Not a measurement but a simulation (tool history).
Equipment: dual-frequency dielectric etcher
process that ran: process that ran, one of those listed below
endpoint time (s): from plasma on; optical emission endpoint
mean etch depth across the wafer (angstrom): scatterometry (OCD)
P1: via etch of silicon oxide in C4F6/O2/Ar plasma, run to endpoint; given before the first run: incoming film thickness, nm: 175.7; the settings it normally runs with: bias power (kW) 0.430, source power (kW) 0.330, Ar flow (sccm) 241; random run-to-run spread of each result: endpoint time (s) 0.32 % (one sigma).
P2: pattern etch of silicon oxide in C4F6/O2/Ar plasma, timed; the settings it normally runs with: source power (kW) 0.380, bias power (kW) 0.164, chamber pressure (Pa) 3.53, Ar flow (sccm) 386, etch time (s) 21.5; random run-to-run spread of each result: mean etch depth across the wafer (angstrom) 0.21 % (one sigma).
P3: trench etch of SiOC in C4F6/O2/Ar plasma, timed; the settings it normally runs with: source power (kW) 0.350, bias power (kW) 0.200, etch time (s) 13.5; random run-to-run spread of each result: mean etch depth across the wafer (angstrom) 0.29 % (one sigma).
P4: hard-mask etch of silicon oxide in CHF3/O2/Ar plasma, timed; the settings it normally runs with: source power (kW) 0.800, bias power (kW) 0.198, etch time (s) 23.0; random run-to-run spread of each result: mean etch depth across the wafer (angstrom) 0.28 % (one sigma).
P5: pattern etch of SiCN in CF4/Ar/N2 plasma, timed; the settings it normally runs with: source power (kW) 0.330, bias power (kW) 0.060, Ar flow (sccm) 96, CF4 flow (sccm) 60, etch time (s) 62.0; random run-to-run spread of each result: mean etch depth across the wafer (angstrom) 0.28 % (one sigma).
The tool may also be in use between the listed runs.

run   hour  process that ran  bias power (kW)  source power (kW)  Ar flow (sccm)  chamber pressure (Pa)  etch time (s)  CF4 flow (sccm)  hours since the last wet clean  hours since the last bias power generator calibration  hours since the last source power generator calibration  hours since the last Ar flow controller change  endpoint time (s)  mean etch depth across the wafer (angstrom)
  1    4.5                P1            0.430              0.330             241                                                                                   54.7                                                  666.2                                                   1417.1                                          3913.8             42.562
  2   11.6                P2            0.164              0.380             386                   3.53           21.5                                             61.8                                                  673.3                                                   1424.2                                          3920.9                                                          622.60
  3   17.3                P1            0.430              0.210             199                                                                                   67.5                                                  679.0                                                   1429.9                                          3926.6             49.123
  4   25.3                P1            0.430              0.330             241                                                                                   75.5                                                  687.0                                                   1437.9                                          3934.6             42.638
  5   30.9                P3            0.200              0.350                                                  13.5                                             81.1                                                  692.6                                                   1443.5                                          3940.2                                                          267.04
  6   35.1                P4            0.198              0.800                                                  23.0                                             85.3                                                  696.8                                                   1447.7                                          3944.4                                                          506.99
  7   41.9                P1            0.430              0.330             241                                                                                   92.1                                                  703.6                                                   1454.5                                          3951.2             42.684
  8   49.3                P1            0.430              0.330             241                                                                                   99.5                                                  711.0                                                   1461.9                                          3958.6             42.547
  9   53.4                P1            0.430              0.230             241                                                                                  103.6                                                  715.1                                                   1466.0                                          3962.7             48.614
 10   59.2                P5            0.060              0.330             134                                  62.0               60                           109.4                                                  720.9                                                   1471.8                                          3968.5                                                          359.13
 11   64.7                P3            0.200              0.350                                                  19.0                                            114.9                                                  726.4                                                   1477.3                                          3974.0                                                          377.02
 12   71.1                P1            0.282              0.330             241                                                                                  121.3                                                  732.8                                                   1483.7                                          3980.4             49.454
 13   76.3                P1            0.430              0.330             182                                                                                  126.5                                                  738.0                                                   1488.9                                          3985.6             41.424
 14   82.4                P1            0.430              0.330             241                                                                                  132.6                                                  744.1                                                   1495.0                                          3991.7             42.680
 15   88.1                P1            0.583              0.440             241                                                                                  138.3                                                  749.8                                                   1500.7                                          3997.4             34.398
 16   92.1                P4            0.198              0.800                                                  23.0                                            142.3                                                  753.8                                                   1504.7                                          4001.4                                                          508.05
 17   95.9                P5            0.044              0.330              96                                  62.0               60                           146.1                                                  757.6                                                   1508.5                                          4005.2                                                          339.10
 18  102.1                P5            0.060              0.330              96                                  62.0               60                           152.3                                                  763.8                                                   1514.7                                          4011.4                                                          378.56
 19  107.1                P1            0.430              0.330             315                                                                                  157.3                                                  768.8                                                   1519.7                                          4016.4             44.033
 20  110.8                P1            0.605              0.330             241                                                                                  161.0                                                  772.5                                                   1523.4                                          4020.1             37.578
 21  118.2                P1            0.430              0.400             241                                                                                  168.4                                                  779.9                                                   1530.8                                          4027.5             39.616
 22  123.0                P5            0.060              0.330              96                                  62.0               77                           173.2                                                  784.7                                                   1535.6                                          4032.3                                                          394.08
 23  128.4                P2            0.164              0.380             386                   4.60           21.5                                            178.6                                                  790.1                                                   1541.0                                          4037.7                                                          601.01
     134.0  -- wet clean of the chamber
 24  136.3                P4            0.247              0.800                                                  23.0                                              2.4                                                  798.0                                                   1548.9                                          4045.6                                                          550.30
 25  141.4                P2            0.164              0.280             386                   3.53           21.5                                              7.5                                                  803.1                                                   1554.0                                          4050.7                                                          549.22
 26  146.6                P4            0.198              0.800                                                  31.5                                             12.7                                                  808.3                                                   1559.2                                          4055.9                                                          696.90
 27  151.4                P5            0.060              0.330              96                                  79.0               60                            17.5                                                  813.1                                                   1564.0                                          4060.7                                                          482.91
 28  156.9                P5            0.060              0.330              96                                  62.0               60                            23.0                                                  818.6                                                   1569.5                                          4066.2                                                          378.73
 29  164.7                P2            0.164              0.380             275                   3.53           21.5                                             30.8                                                  826.4                                                   1577.3                                          4074.0                                                          644.86
 30  170.0                P2            0.110              0.380             386                   3.53           21.5                                             36.1                                                  831.7                                                   1582.6                                          4079.3                                                          549.69
     177.5  -- Ar flow controller replaced
 31  178.0                P4            0.198              1.120                                                  23.0                                             44.1                                                  839.7                                                   1590.6                                             0.6                                                          580.93
 32  184.9                P2            0.164              0.380             386                   3.53           14.0                                             51.0                                                  846.6                                                   1597.5                                             7.5                                                          404.20
 33  191.8                P3            0.200              0.430                                                  13.5                                             57.9                                                  853.5                                                   1604.4                                            14.4                                                          289.34
 34  195.5                P5            0.060              0.230              96                                  62.0               60                            61.6                                                  857.2                                                   1608.1                                            18.1                                                          275.10
 35  199.6                P3            0.117              0.350                                                  13.5                                             65.7                                                  861.3                                                   1612.2                                            22.2                                                          226.27
 36  205.4                P1            0.430              0.330             241                                                                                   71.5                                                  867.1                                                   1618.0                                            28.0             42.568
 37  209.2                P1            0.430              0.330             241                                                                                   75.3                                                  870.9                                                   1621.8                                            31.8             42.419
 38  213.5                P1            0.430              0.330             241                                                                                   79.6                                                  875.2                                                   1626.1                                            36.1             42.201
 39  218.0                P1            0.430              0.330             241                                                                                   84.1                                                  879.7                                                   1630.6                                            40.6             41.912
     219.4  -- wet clean of the chamber
 40  223.3                P1            0.430              0.330             241                                                                                    4.0                                                  885.0                                                   1635.9                                            45.9             41.921
     225.1  -- Ar flow controller replaced
 41  228.6                P1            0.430              0.330             241                                                                                    9.3                                                  890.3                                                   1641.2                                             3.5             41.906
 42  233.9                P1            0.430              0.330             241                                                                                   14.6                                                  895.6                                                   1646.5                                             8.8             41.697

Compared with where it was, what P1 gives has crept away. Each cause listed below fits the log as well as the rest, at the size given for it:
A: bias power that arrives over what is set, % = 4.36
B: source power that arrives over what is set, % = 4.36
Creep in the process output first set in at about hour 205.4.
Ruled out, with reasons:
chamber walls in a state that raises the etch rate, %: maintenance at hour 219.4, after the shift began, did not return the process to its former output
Ar flow that arrives under what is set, %: maintenance at hour 225.1, after the shift began, did not return the process to its former output

Each of the 4 check runs below uses one wafer; its results are left as question marks. Which run tells the causes apart?
check 1  239.2                P3            0.200              0.350                                                  13.5                                                                                                                                                                                                                                                                                ?
check 2  239.2                P5            0.060              0.330              96                                  62.0               60                                                                                                                                                                                                                                                               ?
check 3  239.2                P2            0.164              0.380             386                   3.53           21.5                                                                                                                                                                                                                                                                                ?
check 4  239.2                P4            0.198              0.800                                                  23.0                                                                                                                                                                                                                                                                                ?

If the cause were each of the candidates in turn, the checks would give the following:
  check                                       result    if A    if B
check 1  mean etch depth across the wafer (angstrom)  271.53  272.20
check 2  mean etch depth across the wafer (angstrom)  383.89  392.66
check 3  mean etch depth across the wafer (angstrom)  628.32  630.45
check 4  mean etch depth across the wafer (angstrom)  516.79  517.80
Smallest distance between any two causes, each pair judged by its most separating result, in per cent: check 1 0.25 %; check 2 2.26 %; check 3 0.34 %; check 4 0.19 %
Only in check 2 would the causes give clearly different results; in the remaining checks their results would be nearly the same.

The results of check 2 are: mean etch depth across the wafer (angstrom) 383.98. Based on these, which of the listed causes is it?

A is the cause: bias power that arrives over what is set, %.
